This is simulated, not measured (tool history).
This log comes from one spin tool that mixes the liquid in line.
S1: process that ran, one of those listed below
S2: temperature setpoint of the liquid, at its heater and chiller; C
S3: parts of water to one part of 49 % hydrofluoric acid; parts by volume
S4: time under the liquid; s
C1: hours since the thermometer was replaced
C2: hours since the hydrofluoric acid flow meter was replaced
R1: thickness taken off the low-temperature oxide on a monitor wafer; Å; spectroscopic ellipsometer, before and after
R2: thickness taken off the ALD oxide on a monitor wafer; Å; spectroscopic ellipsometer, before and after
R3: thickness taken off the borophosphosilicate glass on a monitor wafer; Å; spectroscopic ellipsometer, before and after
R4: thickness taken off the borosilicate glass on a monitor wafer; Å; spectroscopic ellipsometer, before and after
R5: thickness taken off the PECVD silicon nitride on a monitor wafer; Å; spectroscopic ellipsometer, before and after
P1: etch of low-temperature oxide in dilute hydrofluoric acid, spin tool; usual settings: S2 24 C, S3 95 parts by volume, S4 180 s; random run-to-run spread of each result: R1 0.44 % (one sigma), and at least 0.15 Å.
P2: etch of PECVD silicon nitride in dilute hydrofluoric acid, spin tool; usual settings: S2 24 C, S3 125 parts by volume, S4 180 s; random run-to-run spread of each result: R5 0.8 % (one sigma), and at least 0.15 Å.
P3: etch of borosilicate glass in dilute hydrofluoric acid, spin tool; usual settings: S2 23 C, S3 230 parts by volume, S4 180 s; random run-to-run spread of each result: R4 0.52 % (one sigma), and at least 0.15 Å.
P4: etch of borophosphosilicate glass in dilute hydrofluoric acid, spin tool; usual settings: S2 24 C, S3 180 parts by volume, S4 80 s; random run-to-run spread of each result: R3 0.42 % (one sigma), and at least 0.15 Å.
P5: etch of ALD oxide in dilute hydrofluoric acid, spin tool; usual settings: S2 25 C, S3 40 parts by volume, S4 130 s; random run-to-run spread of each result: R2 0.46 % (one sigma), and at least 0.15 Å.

| run | day | S1 | S2 | S3 | S4 | C1 | C2 | R1 | R2 | R3 | R4 | R5 |
|---|---|---|---|---|---|---|---|---|---|---|---|---|
| 1 | 0.312 | P1 | 24 | 95 | 180 | 124.8 | 181.3 | 303.98 |  |  |  |  |
| 2 | 0.712 | P1 | 28 | 95 | 180 | 134.4 | 190.9 | 352.15 |  |  |  |  |
| 3 | 1.267 | P5 | 32.5 | 40 | 130 | 147.7 | 204.2 |  | 520.74 |  |  |  |
| 4 | 1.792 | P1 | 24 | 45 | 180 | 160.3 | 216.8 | 681.38 |  |  |  |  |
| 5 | 2.233 | P1 | 24 | 175 | 180 | 170.9 | 227.4 | 149.3 |  |  |  |  |
| 6 | 2.533 | P1 | 24 | 45 | 255 | 178.1 | 234.6 | 971.45 |  |  |  |  |
| 7 | 2.954 | P4 | 24 | 180 | 80 | 188.2 | 244.7 |  |  | 162 |  |  |
| 8 | 3.596 | P3 | 23 | 45 | 180 | 203.6 | 260.1 |  |  |  | 944.45 |  |
| 9 | 4.162 | P1 | 24 | 175 | 25 | 217.2 | 273.7 | 20.527 |  |  |  |  |
| 10 | 4.792 | P5 | 25 | 40 | 230 | 232.3 | 288.8 |  | 687.77 |  |  |  |
| 11 | 5.075 | P2 | 24 | 125 | 20 | 239.1 | 295.6 |  |  |  |  | 3.1508 |
| 12 | 5.729 | P1 | 24 | 95 | 180 | 254.8 | 311.3 | 301.39 |  |  |  |  |
| 13 | 6.267 | P2 | 24 | 125 | 180 | 267.7 | 324.2 |  |  |  |  | 29.866 |
| 14 | 6.588 | P1 | 24 | 95 | 25 | 275.4 | 331.9 | 41.993 |  |  |  |  |
| 15 | 6.904 | P2 | 24 | 215 | 180 | 283 | 339.5 |  |  |  |  | 17.485 |
| 16 | 7.412 | P2 | 24 | 125 | 180 | 295.2 | 351.7 |  |  |  |  | 29.677 |
| 17 | 7.854 | P3 | 30 | 230 | 180 | 305.8 | 362.3 |  |  |  | 191.6 |  |
| 18 | 8.483 | P4 | 31.5 | 180 | 80 | 320.9 | 377.4 |  |  | 210.88 |  |  |
| 19 | 8.8 | P3 | 23 | 230 | 180 | 328.5 | 385 |  |  |  | 150.81 |  |
| 20 | 9.267 | P5 | 25 | 40 | 130 | 339.7 | 396.2 |  | 387.49 |  |  |  |
| 21 | 9.892 | P1 | 24 | 95 | 275 | 354.7 | 411.2 | 458.62 |  |  |  |  |
| 22 | 10.433 | P5 | 25 | 20 | 130 | 367.7 | 424.2 |  | 801.12 |  |  |  |
| 23 | 11.071 | P2 | 31.5 | 125 | 180 | 383 | 439.5 |  |  |  |  | 47.254 |
| 24 | 11.629 | P1 | 24 | 95 | 180 | 396.4 | 452.9 | 302.82 |  |  |  |  |
| 25 | 12.046 | P3 | 23 | 230 | 180 | 406.4 | 462.9 |  |  |  | 150.52 |  |
| 26 | 12.671 | P1 | 24 | 95 | 180 | 421.4 | 477.9 | 301.17 |  |  |  |  |
| 27 | 13.196 | P1 | 17 | 95 | 180 | 434 | 490.5 | 227.53 |  |  |  |  |
| 28 | 13.638 | P3 | 23 | 230 | 15 | 444.6 | 501.1 |  |  |  | 12.604 |  |

What will run 29 give?
| 29 | 14.121 | P4 | 24 | 180 | 20 | 456.2 | 512.7 |  |  | ? |  |  |

Run 29 yielded R3 40.224 Å.
